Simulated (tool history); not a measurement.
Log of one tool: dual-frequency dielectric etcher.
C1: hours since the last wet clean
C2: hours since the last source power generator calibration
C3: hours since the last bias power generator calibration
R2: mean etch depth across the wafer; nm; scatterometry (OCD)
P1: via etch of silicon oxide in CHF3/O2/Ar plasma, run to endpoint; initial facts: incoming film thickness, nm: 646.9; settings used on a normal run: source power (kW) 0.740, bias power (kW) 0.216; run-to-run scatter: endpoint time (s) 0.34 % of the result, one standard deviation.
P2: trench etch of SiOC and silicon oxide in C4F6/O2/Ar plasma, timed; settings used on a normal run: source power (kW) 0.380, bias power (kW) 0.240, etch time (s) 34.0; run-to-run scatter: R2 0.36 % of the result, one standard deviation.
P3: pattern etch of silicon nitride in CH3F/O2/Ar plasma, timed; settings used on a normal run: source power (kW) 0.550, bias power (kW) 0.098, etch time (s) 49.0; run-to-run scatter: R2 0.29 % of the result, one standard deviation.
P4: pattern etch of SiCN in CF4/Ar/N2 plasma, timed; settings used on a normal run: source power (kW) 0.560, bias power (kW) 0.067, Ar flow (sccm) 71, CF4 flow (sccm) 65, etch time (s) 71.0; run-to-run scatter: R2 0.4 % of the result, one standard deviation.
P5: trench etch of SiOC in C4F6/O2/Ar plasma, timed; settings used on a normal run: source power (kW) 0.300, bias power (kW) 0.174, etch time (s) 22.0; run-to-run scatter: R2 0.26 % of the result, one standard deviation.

run 1 hour=7.7 | process_that_ran=P1 source_power_(kW)=0.740 bias_power_(kW)=0.216 | C1=171.3 C2=1395.9 C3=564.3 | endpoint_time_(s)=290.58
run 2 hour=13.6 | process_that_ran=P2 source_power_(kW)=0.380 bias_power_(kW)=0.240 etch_time_(s)=48.0 | C1=177.2 C2=1401.8 C3=570.2 | R2=101.420
run 3 hour=19.8 | process_that_ran=P3 source_power_(kW)=0.750 bias_power_(kW)=0.098 etch_time_(s)=49.0 | C1=183.4 C2=1408.0 C3=576.4 | R2=46.587
run 4 hour=27.0 | process_that_ran=P1 source_power_(kW)=0.520 bias_power_(kW)=0.145 | C1=190.6 C2=1415.2 C3=583.6 | endpoint_time_(s)=378.36
run 5 hour=34.5 | process_that_ran=P2 source_power_(kW)=0.380 bias_power_(kW)=0.148 etch_time_(s)=34.0 | C1=198.1 C2=1422.7 C3=591.1 | R2=61.489
run 6 hour=39.7 | process_that_ran=P5 source_power_(kW)=0.300 bias_power_(kW)=0.174 etch_time_(s)=15.5 | C1=203.3 C2=1427.9 C3=596.3 | R2=28.445
run 7 hour=44.8 | process_that_ran=P5 source_power_(kW)=0.420 bias_power_(kW)=0.174 etch_time_(s)=22.0 | C1=208.4 C2=1433.0 C3=601.4 | R2=45.947
run 8 hour=49.3 | process_that_ran=P3 source_power_(kW)=0.550 bias_power_(kW)=0.098 etch_time_(s)=49.0 | C1=212.9 C2=1437.5 C3=605.9 | R2=41.606
run 9 hour=55.1 | process_that_ran=P5 source_power_(kW)=0.300 bias_power_(kW)=0.243 etch_time_(s)=22.0 | C1=218.7 C2=1443.3 C3=611.7 | R2=45.049
run 10 hour=63.2 | process_that_ran=P4 source_power_(kW)=0.560 bias_power_(kW)=0.039 etch_time_(s)=71.0 Ar_flow_(sccm)=71 CF4_flow_(sccm)=65 | C1=226.8 C2=1451.4 C3=619.8 | R2=64.051
run 11 hour=71.4 | process_that_ran=P2 source_power_(kW)=0.380 bias_power_(kW)=0.240 etch_time_(s)=34.0 | C1=235.0 C2=1459.6 C3=628.0 | R2=71.777
run 12 hour=77.3 | process_that_ran=P1 source_power_(kW)=0.940 bias_power_(kW)=0.216 | C1=240.9 C2=1465.5 C3=633.9 | endpoint_time_(s)=265.87
run 13 hour=81.6 | process_that_ran=P3 source_power_(kW)=0.550 bias_power_(kW)=0.122 etch_time_(s)=49.0 | C1=245.2 C2=1469.8 C3=638.2 | R2=45.042
run 14 hour=87.3 | process_that_ran=P4 source_power_(kW)=0.560 bias_power_(kW)=0.067 etch_time_(s)=71.0 Ar_flow_(sccm)=71 CF4_flow_(sccm)=65 | C1=250.9 C2=1475.5 C3=643.9 | R2=75.064
run 15 hour=91.9 | process_that_ran=P4 source_power_(kW)=0.560 bias_power_(kW)=0.067 etch_time_(s)=39.0 Ar_flow_(sccm)=71 CF4_flow_(sccm)=65 | C1=255.5 C2=1480.1 C3=648.5 | R2=41.214
run 16 hour=96.9 | process_that_ran=P1 source_power_(kW)=0.740 bias_power_(kW)=0.216 | C1=260.5 C2=1485.1 C3=653.5 | endpoint_time_(s)=290.66
run 17 hour=105.2 | process_that_ran=P1 source_power_(kW)=0.740 bias_power_(kW)=0.216 | C1=268.8 C2=1493.4 C3=661.8 | endpoint_time_(s)=289.79
run 18 hour=113.0 | process_that_ran=P1 source_power_(kW)=0.920 bias_power_(kW)=0.159 | C1=276.6 C2=1501.2 C3=669.6 | endpoint_time_(s)=295.22
run 19 hour=117.3 | process_that_ran=P5 source_power_(kW)=0.300 bias_power_(kW)=0.174 etch_time_(s)=22.0 | C1=280.9 C2=1505.5 C3=673.9 | R2=40.354
run 20 hour=123.2 | process_that_ran=P4 source_power_(kW)=0.560 bias_power_(kW)=0.067 etch_time_(s)=71.0 Ar_flow_(sccm)=90 CF4_flow_(sccm)=65 | C1=286.8 C2=1511.4 C3=679.8 | R2=72.259
run 21 hour=129.6 | process_that_ran=P4 source_power_(kW)=0.730 bias_power_(kW)=0.067 etch_time_(s)=71.0 Ar_flow_(sccm)=71 CF4_flow_(sccm)=65 | C1=293.2 C2=1517.8 C3=686.2 | R2=95.444
run 22 hour=138.1 | process_that_ran=P3 source_power_(kW)=0.550 bias_power_(kW)=0.098 etch_time_(s)=65.5 | C1=301.7 C2=1526.3 C3=694.7 | R2=55.316
run 23 hour=142.3 | process_that_ran=P1 source_power_(kW)=0.740 bias_power_(kW)=0.216 | C1=305.9 C2=1530.5 C3=698.9 | endpoint_time_(s)=290.17
run 24 hour=146.7 | process_that_ran=P5 source_power_(kW)=0.300 bias_power_(kW)=0.174 etch_time_(s)=22.0 | C1=310.3 C2=1534.9 C3=703.3 | R2=40.368
run 25 hour=151.1 | process_that_ran=P1 source_power_(kW)=0.480 bias_power_(kW)=0.158 | C1=314.7 C2=1539.3 C3=707.7 | endpoint_time_(s)=379.97
run 26 hour=157.9 | process_that_ran=P1 source_power_(kW)=0.740 bias_power_(kW)=0.216 | C1=321.5 C2=1546.1 C3=714.5 | endpoint_time_(s)=290.04
run 27 hour=165.9 | process_that_ran=P1 source_power_(kW)=0.740 bias_power_(kW)=0.275 | C1=329.5 C2=1554.1 C3=722.5 | endpoint_time_(s)=265.52
run 28 hour=170.1 | process_that_ran=P1 source_power_(kW)=0.510 bias_power_(kW)=0.216 | C1=333.7 C2=1558.3 C3=726.7 | endpoint_time_(s)=333.03
run 29 hour=178.8 | process_that_ran=P2 source_power_(kW)=0.490 bias_power_(kW)=0.240 etch_time_(s)=34.0 | C1=342.4 C2=1567.0 C3=735.4 | R2=79.713
run 30 hour=188.3 | process_that_ran=P1 source_power_(kW)=0.740 bias_power_(kW)=0.216 | C1=351.9 C2=1576.5 C3=744.9 | endpoint_time_(s)=289.97
run 31 hour=197.6 | process_that_ran=P2 source_power_(kW)=0.380 bias_power_(kW)=0.240 etch_time_(s)=34.0 | C1=361.2 C2=1585.8 C3=754.2 | R2=71.890
run 32 hour=206.6 | process_that_ran=P4 source_power_(kW)=0.560 bias_power_(kW)=0.067 etch_time_(s)=71.0 Ar_flow_(sccm)=71 CF4_flow_(sccm)=39 | C1=370.2 C2=1594.8 C3=763.2 | R2=69.943
run 33 hour=213.8 | process_that_ran=P1 source_power_(kW)=0.740 bias_power_(kW)=0.147 | C1=377.4 C2=1602.0 C3=770.4 | endpoint_time_(s)=328.41
run 34 hour=222.7 | process_that_ran=P1 source_power_(kW)=0.740 bias_power_(kW)=0.216 | C1=386.3 C2=1610.9 C3=779.3 | endpoint_time_(s)=288.69
run 35 hour=228.4 | process_that_ran=P1 source_power_(kW)=0.740 bias_power_(kW)=0.216 | C1=392.0 C2=1616.6 C3=785.0 | endpoint_time_(s)=293.71
run 36 hour=233.9 | process_that_ran=P1 source_power_(kW)=0.740 bias_power_(kW)=0.216 | C1=397.5 C2=1622.1 C3=790.5 | endpoint_time_(s)=291.13
run 37 hour=239.0 | process_that_ran=P1 source_power_(kW)=0.740 bias_power_(kW)=0.216 | C1=402.6 C2=1627.2 C3=795.6 | endpoint_time_(s)=293.82
run 38 hour=243.7 | process_that_ran=P1 source_power_(kW)=0.740 bias_power_(kW)=0.216 | C1=407.3 C2=1631.9 C3=800.3 | endpoint_time_(s)=292.97
run 39 hour=251.1 | process_that_ran=P1 source_power_(kW)=0.740 bias_power_(kW)=0.216 | C1=414.7 C2=1639.3 C3=807.7 | endpoint_time_(s)=294.11
-- hour=253.2 wet clean of the chamber
run 40 hour=259.0 | process_that_ran=P1 source_power_(kW)=0.740 bias_power_(kW)=0.216 | C1=5.8 C2=1647.2 C3=815.6 | endpoint_time_(s)=293.03
run 41 hour=264.8 | process_that_ran=P1 source_power_(kW)=0.740 bias_power_(kW)=0.216 | C1=11.6 C2=1653.0 C3=821.4 | endpoint_time_(s)=294.85
run 42 hour=273.8 | process_that_ran=P1 source_power_(kW)=0.740 bias_power_(kW)=0.216 | C1=20.6 C2=1662.0 C3=830.4 | endpoint_time_(s)=295.97
run 43 hour=280.4 | process_that_ran=P1 source_power_(kW)=0.740 bias_power_(kW)=0.216 | C1=27.2 C2=1668.6 C3=837.0 | endpoint_time_(s)=295.35

Something has made what P1 gives creep away from where it was; the 2 causes below, each at its own stated size, fit the log equally well:
A: bias power that arrives under what is set, % = 4.9
B: source power that arrives under what is set, % = 4.42
The creep began at about hour 222.7.
The rest of the possible causes, and what rules out each one:
chamber walls in a state that lowers the etch rate, %: serviced at hour 253.2, after the drift had started, without restoring the earlier output

Below are 4 check runs, each averaged over 2 wafers, with their results shown as question marks. Which of them would give clearly different results depending on which cause is behind the drift?
run check 1 hour=287.0 | process_that_ran=P5 source_power_(kW)=0.370 bias_power_(kW)=0.227 etch_time_(s)=22.0 | R2=?
run check 2 hour=287.0 | process_that_ran=P4 source_power_(kW)=0.560 bias_power_(kW)=0.067 etch_time_(s)=39.0 Ar_flow_(sccm)=71 CF4_flow_(sccm)=65 | R2=?
run check 3 hour=287.0 | process_that_ran=P2 source_power_(kW)=0.380 bias_power_(kW)=0.186 etch_time_(s)=44.5 | R2=?
run check 4 hour=287.0 | process_that_ran=P3 source_power_(kW)=0.740 bias_power_(kW)=0.098 etch_time_(s)=49.0 | R2=?

How each check would come out, cause by cause:
check=check_1 result=R2 if_A=46.863 if_B=46.834
check=check_2 result=R2 if_A=40.638 if_B=39.676
check=check_3 result=R2 if_A=85.262 if_B=85.131
check=check_4 result=R2 if_A=45.611 if_B=45.631
Per check, the gap between the least separated pair of causes, taken in the result that splits them most: check 1 0.06 %; check 2 2.4 %; check 3 0.15 %; check 4 0.04 %
The causes can be told apart only by check 2. The other checks would give nearly the same results under each of them.

Here is what check 2 returned: R2 39.578 nm. Which cause is it?

The cause is B: source power that arrives under what is set, %.
